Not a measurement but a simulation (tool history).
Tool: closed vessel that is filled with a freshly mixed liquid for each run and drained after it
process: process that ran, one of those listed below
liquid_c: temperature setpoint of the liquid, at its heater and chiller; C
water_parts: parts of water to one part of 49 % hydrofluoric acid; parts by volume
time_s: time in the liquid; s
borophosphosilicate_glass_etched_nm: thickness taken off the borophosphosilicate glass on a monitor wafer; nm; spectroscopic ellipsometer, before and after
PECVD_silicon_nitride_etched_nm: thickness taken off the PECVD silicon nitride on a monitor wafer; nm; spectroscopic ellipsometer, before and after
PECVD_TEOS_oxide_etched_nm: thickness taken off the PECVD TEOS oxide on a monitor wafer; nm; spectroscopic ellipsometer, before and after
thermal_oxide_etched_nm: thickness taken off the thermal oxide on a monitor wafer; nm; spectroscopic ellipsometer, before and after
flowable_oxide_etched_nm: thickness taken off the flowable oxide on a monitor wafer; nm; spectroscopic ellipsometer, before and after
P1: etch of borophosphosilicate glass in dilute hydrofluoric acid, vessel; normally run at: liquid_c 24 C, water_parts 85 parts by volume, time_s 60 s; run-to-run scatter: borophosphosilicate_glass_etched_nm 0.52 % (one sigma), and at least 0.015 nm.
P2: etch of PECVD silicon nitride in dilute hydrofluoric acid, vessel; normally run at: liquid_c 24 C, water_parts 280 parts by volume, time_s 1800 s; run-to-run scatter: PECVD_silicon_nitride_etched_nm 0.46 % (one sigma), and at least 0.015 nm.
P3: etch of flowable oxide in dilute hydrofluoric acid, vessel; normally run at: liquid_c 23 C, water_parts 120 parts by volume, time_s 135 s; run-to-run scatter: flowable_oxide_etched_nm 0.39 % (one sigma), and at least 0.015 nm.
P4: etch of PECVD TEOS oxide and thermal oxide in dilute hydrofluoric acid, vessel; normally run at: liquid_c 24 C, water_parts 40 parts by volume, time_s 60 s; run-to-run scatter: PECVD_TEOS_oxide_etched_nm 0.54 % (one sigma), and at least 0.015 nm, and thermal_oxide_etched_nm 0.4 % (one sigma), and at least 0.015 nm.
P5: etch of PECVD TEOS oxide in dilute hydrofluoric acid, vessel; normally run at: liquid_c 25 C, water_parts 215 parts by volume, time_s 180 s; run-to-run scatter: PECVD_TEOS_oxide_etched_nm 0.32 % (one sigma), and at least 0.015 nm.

run   hour  process  liquid_c  water_parts  time_s  hours since the thermometer was replaced  hours since the hydrofluoric acid flow meter was replaced  borophosphosilicate_glass_etched_nm  PECVD_silicon_nitride_etched_nm  PECVD_TEOS_oxide_etched_nm  thermal_oxide_etched_nm  flowable_oxide_etched_nm
  1    7.8       P1        24           85      60                                    1139.2                                                      510.4                               25.776
  2   15.9       P2        32          280    1800                                    1147.3                                                      518.5                                                                27.425
  3   21.5       P5        25          215      30                                    1152.9                                                      524.1                                                                                            2.0664
  4   26.4       P4        31           40      60                                    1157.8                                                        529                                                                                            20.878                   10.324
  5   35.6       P3        23          120      60                                      1167                                                      538.2                                                                                                                                               19.158
  6   42.9       P4        24           70      60                                    1174.3                                                      545.5                                                                                            8.5929                   4.2316
  7     52       P4        24           40     105                                    1183.4                                                      554.6                                                                                            27.547                   13.493
  8   57.8       P2        24          280    1800                                    1189.2                                                      560.4                                                                17.157
  9   66.9       P2        24          280     470                                    1198.3                                                      569.5                                                                4.4631
 10   72.7       P1        24           45      30                                    1204.1                                                      575.3                               25.572
 11   79.1       P5      21.5          215     180                                    1210.5                                                      581.7                                                                                            10.868
 12   85.7       P3        17          120     135                                    1217.1                                                      588.3                                                                                                                                               33.633
 13   90.5       P1        24          120      60                                    1221.9                                                      593.1                               17.243
 14   98.3       P4        24           40      60                                    1229.7                                                      600.9                                                                                            15.583                   7.7092
 15  107.6       P5        25           35     180                                      1239                                                      610.2                                                                                            93.998
 16  113.6       P1        24           45      60                                      1245                                                      616.2                               50.744
 17  120.6       P5        25          215     180                                      1252                                                      623.2                                                                                            12.369
 18  127.3       P1      18.5           85      60                                    1258.7                                                      629.9                               20.265
 19  134.8       P3        23          185     135                                    1266.2                                                      637.4                                                                                                                                               26.109
 20  144.1       P1        24           85      60                                    1275.5                                                      646.7                               25.457
 21  149.5       P4        24           40      60                                    1280.9                                                      652.1                                                                                            15.717                   7.7257
 22  154.2       P2        24           60    1800                                    1285.6                                                      656.8                                                                78.526
 23    161       P3        23          120     135                                    1292.4                                                      663.6                                                                                                                                               42.994
 24  169.2       P1        24           85      60                                    1300.6                                                      671.8                                 25.4
 25  178.6       P1        24           85      30                                      1310                                                      681.2                               12.684
 26  184.9       P1        24           85      60                                    1316.3                                                      687.5                               25.492
 27  189.8       P1        24           85      60                                    1321.2                                                      692.4                               25.539
 28  196.5       P1        24           85     110                                    1327.9                                                      699.1                               46.872
 29  201.3       P1        30           85      60                                    1332.7                                                      703.9                               32.117
 30  210.8       P1      20.5           35      60                                    1342.2                                                      713.4                               57.503
 31  220.1       P2        24          280    1800                                    1351.5                                                      722.7                                                                17.285
 32  224.6       P1        24           85      60                                      1356                                                      727.2                               25.555
 33  230.1       P1        24           85      60                                    1361.5                                                      732.7                               25.088
 34  237.5       P1        24           85      60                                    1368.9                                                      740.1                               24.418
 35  243.4       P1        24           85      60                                    1374.8                                                        746                               24.123
 36  252.1       P1        24           85      60                                    1383.5                                                      754.7                                23.88
 37    258       P1        24           85      60                                    1389.4                                                      760.6                               23.706
 38  264.9       P1        24           85      60                                    1396.3                                                      767.5                               23.672
 39  272.1       P1        24           85      60                                    1403.5                                                      774.7                                23.26
 40  282.3       P1        24           85      60                                    1413.7                                                      784.9                               23.519
 41  290.7       P1        24           85      60                                    1422.1                                                      793.3                               23.363
 42  296.7       P1        24           85      60                                    1428.1                                                      799.3                               23.386

What P1 gives has crept away from where it was. These 2 causes fit the log equally well, each at the size given:
A: hydrofluoric acid flow below the setpoint (%) = 7.73
B: liquid colder than its thermometer reads (K) = 2.22
The creep began at about hour 224.6.

4 check runs are offered, one wafer each, their results left as question marks. Which one tells the causes apart?
check 1  302.7       P2      30.5           65    1800                                                                                                                                                                          ?
check 2  302.7       P3        17          180     135                                                                                                                                                                                                                                                         ?
check 3  302.7       P4        31           40      80                                                                                                                                                                                                      ?                        ?
check 4  302.7       P5        22          215      30                                                                                                                                                                                                      ?

What each check would give under each cause:
  check                           result    if A    if B
check 1  PECVD_silicon_nitride_etched_nm  102.38  96.201
check 2         flowable_oxide_etched_nm  19.343  19.419
check 3       PECVD_TEOS_oxide_etched_nm  25.536  25.479
check 3          thermal_oxide_etched_nm  12.582  12.554
check 4       PECVD_TEOS_oxide_etched_nm  1.6746  1.6988
How far apart the two closest causes lie, in the result that separates them most: check 1 6.23 %; check 2 0.39 %; check 3 0.23 %; check 4 1.43 %
Check 1 tells the causes apart: in the others they would give nearly the same result.

Check 1 was then run and gave: PECVD_silicon_nitride_etched_nm 102.41 nm. Which cause is it?

It is A: hydrofluoric acid flow below the setpoint (%).
